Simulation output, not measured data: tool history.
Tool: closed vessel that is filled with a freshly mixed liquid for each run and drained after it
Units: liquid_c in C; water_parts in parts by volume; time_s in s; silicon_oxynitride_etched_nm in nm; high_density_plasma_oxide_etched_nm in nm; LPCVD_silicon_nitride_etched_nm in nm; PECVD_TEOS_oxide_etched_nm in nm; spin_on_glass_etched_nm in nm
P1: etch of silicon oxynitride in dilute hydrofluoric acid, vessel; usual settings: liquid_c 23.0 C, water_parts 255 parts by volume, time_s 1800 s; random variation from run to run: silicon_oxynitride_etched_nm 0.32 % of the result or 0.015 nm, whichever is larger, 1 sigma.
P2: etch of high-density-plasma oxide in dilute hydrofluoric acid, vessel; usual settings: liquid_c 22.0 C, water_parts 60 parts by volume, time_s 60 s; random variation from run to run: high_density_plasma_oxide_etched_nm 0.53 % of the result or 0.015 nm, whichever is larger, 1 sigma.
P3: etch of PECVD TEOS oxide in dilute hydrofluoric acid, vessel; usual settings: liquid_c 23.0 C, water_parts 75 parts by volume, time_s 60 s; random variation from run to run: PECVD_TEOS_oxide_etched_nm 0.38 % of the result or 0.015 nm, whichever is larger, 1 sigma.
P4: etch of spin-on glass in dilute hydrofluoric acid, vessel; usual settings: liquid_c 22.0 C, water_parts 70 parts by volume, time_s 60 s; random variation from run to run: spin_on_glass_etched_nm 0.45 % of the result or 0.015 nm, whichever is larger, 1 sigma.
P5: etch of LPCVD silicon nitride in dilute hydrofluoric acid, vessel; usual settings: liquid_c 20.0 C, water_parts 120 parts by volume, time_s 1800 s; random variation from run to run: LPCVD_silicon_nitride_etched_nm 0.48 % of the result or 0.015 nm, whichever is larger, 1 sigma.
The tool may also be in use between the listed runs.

| run | hour | process | liquid_c | water_parts | time_s | silicon_oxynitride_etched_nm | high_density_plasma_oxide_etched_nm | LPCVD_silicon_nitride_etched_nm | PECVD_TEOS_oxide_etched_nm | spin_on_glass_etched_nm |
|---|---|---|---|---|---|---|---|---|---|---|
| 1 | 2.0 | P1 | 23.0 | 255 | 1800 | 13.2680 |  |  |  |  |
| 2 | 5.6 | P2 | 22.0 | 80 | 60 |  | 3.7031 |  |  |  |
| 3 | 9.2 | P1 | 23.0 | 80 | 1800 | 48.3800 |  |  |  |  |
| 4 | 12.2 | P1 | 17.0 | 255 | 1800 | 10.0640 |  |  |  |  |
| 5 | 16.4 | P5 | 20.0 | 120 | 1800 |  |  | 5.25710 |  |  |
| 6 | 19.9 | P3 | 23.0 | 120 | 60 |  |  |  | 7.1451 |  |
| 7 | 21.9 | P4 | 22.0 | 115 | 60 |  |  |  |  | 13.218 |
| 8 | 24.9 | P4 | 22.0 | 70 | 30 |  |  |  |  | 11.361 |
| 9 | 27.0 | P4 | 22.0 | 70 | 60 |  |  |  |  | 22.766 |
| 10 | 31.1 | P1 | 23.0 | 255 | 1800 | 13.2920 |  |  |  |  |
| 11 | 33.6 | P1 | 23.0 | 255 | 1800 | 13.2900 |  |  |  |  |
| 12 | 37.2 | P1 | 17.0 | 255 | 730 | 4.1308 |  |  |  |  |
| 13 | 40.9 | P1 | 23.0 | 255 | 1800 | 13.3120 |  |  |  |  |
| 14 | 44.0 | P5 | 20.0 | 120 | 1800 |  |  | 5.25280 |  |  |
| 15 | 46.8 | P1 | 23.0 | 255 | 3075 | 22.5360 |  |  |  |  |
| 16 | 50.8 | P4 | 17.0 | 70 | 60 |  |  |  |  | 18.519 |
| 17 | 54.7 | P1 | 23.0 | 375 | 1800 | 8.3753 |  |  |  |  |
| 18 | 58.7 | P3 | 23.0 | 75 | 30 |  |  |  | 6.0052 |  |
| 19 | 62.4 | P2 | 27.5 | 60 | 60 |  | 6.2962 |  |  |  |
| 20 | 66.3 | P1 | 23.0 | 255 | 1800 | 13.2130 |  |  |  |  |
| 21 | 70.1 | P1 | 31.5 | 255 | 1800 | 18.8530 |  |  |  |  |
| 22 | 72.7 | P3 | 23.0 | 75 | 60 |  |  |  | 12.1130 |  |
| 23 | 75.1 | P2 | 22.0 | 60 | 60 |  | 5.0683 |  |  |  |
| 24 | 79.6 | P2 | 22.0 | 60 | 115 |  | 9.6755 |  |  |  |
| 25 | 83.5 | P5 | 20.0 | 50 | 1800 |  |  | 12.28600 |  |  |
| 26 | 86.0 | P3 | 18.0 | 75 | 60 |  |  |  | 9.8478 |  |
| 27 | 89.3 | P5 | 26.0 | 120 | 1800 |  |  | 7.74720 |  |  |
| 28 | 93.2 | P1 | 23.0 | 255 | 1800 | 13.1780 |  |  |  |  |
| 29 | 97.2 | P2 | 22.0 | 60 | 60 |  | 5.0882 |  |  |  |
| 30 | 100.5 | P1 | 18.0 | 255 | 405 | 2.3858 |  |  |  |  |
| 31 | 102.6 | P1 | 23.0 | 255 | 805 | 5.9485 |  |  |  |  |
| 32 | 105.2 | P5 | 20.0 | 120 | 65 |  |  | 0.19884 |  |  |
| 33 | 109.1 | P1 | 17.0 | 420 | 1800 | 5.6170 |  |  |  |  |
| 34 | 111.7 | P1 | 23.0 | 255 | 1800 | 13.2100 |  |  |  |  |
| 35 | 114.8 | P1 | 23.0 | 255 | 1800 | 12.6700 |  |  |  |  |
| 36 | 117.6 | P1 | 23.0 | 255 | 1800 | 12.3080 |  |  |  |  |
| 37 | 121.4 | P1 | 23.0 | 255 | 1800 | 12.0920 |  |  |  |  |
| 38 | 123.4 | P1 | 23.0 | 255 | 1800 | 11.9940 |  |  |  |  |
| 39 | 126.4 | P1 | 23.0 | 255 | 1800 | 11.9320 |  |  |  |  |
| 40 | 130.5 | P1 | 23.0 | 255 | 1800 | 11.9590 |  |  |  |  |

What P1 gives has crept away from where it was. These 2 causes fit the log equally well, each at the size given:
A: hydrofluoric acid flow below the setpoint (%) = 8.21
B: liquid colder than its thermometer reads (K) = 2.29
The creep began at about hour 111.7.

4 check runs are offered, one wafer each, their results left as question marks. Which one tells the causes apart?
| check 1 | 134.6 | P5 | 20.0 | 120 | 1800 |  |  | ? |  |  |
| check 2 | 134.6 | P2 | 22.0 | 60 | 60 |  | ? |  |  |  |
| check 3 | 134.6 | P3 | 23.0 | 75 | 60 |  |  |  | ? |  |
| check 4 | 134.6 | P4 | 22.0 | 70 | 60 |  |  |  |  | ? |

What each check would give under each cause:
| check | result | if A | if B |
|---|---|---|---|
| check 1 | LPCVD_silicon_nitride_etched_nm | 4.82400 | 4.48590 |
| check 2 | high_density_plasma_oxide_etched_nm | 4.6108 | 4.5945 |
| check 3 | PECVD_TEOS_oxide_etched_nm | 11.0290 | 11.0270 |
| check 4 | spin_on_glass_etched_nm | 20.815 | 20.775 |
How far apart the two closest causes lie, in the result that separates them most: check 1 7.27 %; check 2 0.35 %; check 3 0.01 %; check 4 0.2 %
Check 1 tells the causes apart: in the others they would give nearly the same result.

Check 1 was then run and gave: LPCVD_silicon_nitride_etched_nm 4.43670 nm. Which cause is it?

It is B: liquid colder than its thermometer reads (K).
